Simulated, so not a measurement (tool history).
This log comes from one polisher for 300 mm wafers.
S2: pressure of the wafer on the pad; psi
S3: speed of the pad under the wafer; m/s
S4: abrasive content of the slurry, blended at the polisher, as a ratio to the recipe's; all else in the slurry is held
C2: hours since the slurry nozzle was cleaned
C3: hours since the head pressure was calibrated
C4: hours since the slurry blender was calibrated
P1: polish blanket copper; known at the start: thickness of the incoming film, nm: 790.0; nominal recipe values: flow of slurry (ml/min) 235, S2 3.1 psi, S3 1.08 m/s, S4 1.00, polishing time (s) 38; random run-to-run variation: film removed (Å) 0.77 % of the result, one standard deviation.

Run 1, day 0.238: flow of slurry (ml/min) 235, S2 3.1 psi, S3 1.08 m/s, S4 1.00, polishing time (s) 38; wafers polished on this pad 998; C2 258.9; C3 483.3; C4 43.1. Result: film removed (Å) 1161.00.
Run 2, day 0.771: flow of slurry (ml/min) 235, S2 3.1 psi, S3 1.08 m/s, S4 1.50, polishing time (s) 38; wafers polished on this pad 1180; C2 271.7; C3 496.1; C4 55.9. Result: film removed (Å) 1261.50.
Run 3, day 1.221: flow of slurry (ml/min) 140, S2 2.0 psi, S3 1.08 m/s, S4 1.00, polishing time (s) 38; wafers polished on this pad 1333; C2 282.5; C3 506.9; C4 66.7. Result: film removed (Å) 687.80.
Run 4, day 1.492: flow of slurry (ml/min) 235, S2 3.1 psi, S3 1.08 m/s, S4 1.00, polishing time (s) 38; wafers polished on this pad 1426; C2 289.0; C3 513.4; C4 73.2. Result: film removed (Å) 1153.80.
Run 5, day 1.833: flow of slurry (ml/min) 235, S2 3.1 psi, S3 1.08 m/s, S4 1.00, polishing time (s) 53; wafers polished on this pad 1542; C2 297.2; C3 521.6; C4 81.4. Result: film removed (Å) 1614.90.
Run 6, day 2.358: flow of slurry (ml/min) 235, S2 3.1 psi, S3 1.08 m/s, S4 1.00, polishing time (s) 38; wafers polished on this pad 1721; C2 309.8; C3 534.2; C4 94.0. Result: film removed (Å) 1155.00.
Run 7, day 2.658: flow of slurry (ml/min) 235, S2 3.1 psi, S3 1.08 m/s, S4 1.00, polishing time (s) 19; wafers polished on this pad 1823; C2 317.0; C3 541.4; C4 101.2. Result: film removed (Å) 578.15.
Run 8, day 3.054: flow of slurry (ml/min) 140, S2 3.1 psi, S3 1.08 m/s, S4 1.00, polishing time (s) 38; wafers polished on this pad 1958; C2 326.5; C3 550.9; C4 110.7. Result: film removed (Å) 1068.10.
Run 9, day 3.388: flow of slurry (ml/min) 235, S2 3.1 psi, S3 1.08 m/s, S4 1.00, polishing time (s) 38; wafers polished on this pad 2071; C2 334.5; C3 558.9; C4 118.7. Result: film removed (Å) 1153.60.
Run 10, day 3.733: flow of slurry (ml/min) 140, S2 3.1 psi, S3 1.50 m/s, S4 1.00, polishing time (s) 38; wafers polished on this pad 2189; C2 342.8; C3 567.2; C4 127.0. Result: film removed (Å) 1509.80.
Run 11, day 4.188: flow of slurry (ml/min) 235, S2 4.9 psi, S3 1.08 m/s, S4 1.00, polishing time (s) 38; wafers polished on this pad 2344; C2 353.7; C3 578.1; C4 137.9. Result: film removed (Å) 1824.40.
Run 12, day 4.629: flow of slurry (ml/min) 235, S2 2.2 psi, S3 1.08 m/s, S4 1.00, polishing time (s) 38; wafers polished on this pad 2494; C2 364.3; C3 588.7; C4 148.5. Result: film removed (Å) 824.10.
Run 13, day 5.062: flow of slurry (ml/min) 235, S2 3.1 psi, S3 1.08 m/s, S4 0.55, polishing time (s) 38; wafers polished on this pad 2642; C2 374.7; C3 599.1; C4 158.9. Result: film removed (Å) 1034.40.
Run 14, day 5.579: flow of slurry (ml/min) 235, S2 3.1 psi, S3 1.70 m/s, S4 1.00, polishing time (s) 38; wafers polished on this pad 2818; C2 387.1; C3 611.5; C4 171.3. Result: film removed (Å) 1802.30.
Run 15, day 5.871: flow of slurry (ml/min) 235, S2 3.1 psi, S3 1.34 m/s, S4 0.60, polishing time (s) 38; wafers polished on this pad 2917; C2 394.1; C3 618.5; C4 178.3. Result: film removed (Å) 1284.30.
Run 16, day 6.412: flow of slurry (ml/min) 235, S2 3.1 psi, S3 0.54 m/s, S4 1.00, polishing time (s) 38; wafers polished on this pad 3102; C2 407.1; C3 631.5; C4 191.3. Result: film removed (Å) 578.62.

For run 17, what comes out?
Run 17, day 6.888: flow of slurry (ml/min) 365, S2 3.1 psi, S3 1.08 m/s, S4 1.00, polishing time (s) 38; wafers polished on this pad 3264; C2 418.5; C3 642.9; C4 202.7. Result: film removed (Å) ?.

Run 17 came out at film removed (Å) 1196.30.

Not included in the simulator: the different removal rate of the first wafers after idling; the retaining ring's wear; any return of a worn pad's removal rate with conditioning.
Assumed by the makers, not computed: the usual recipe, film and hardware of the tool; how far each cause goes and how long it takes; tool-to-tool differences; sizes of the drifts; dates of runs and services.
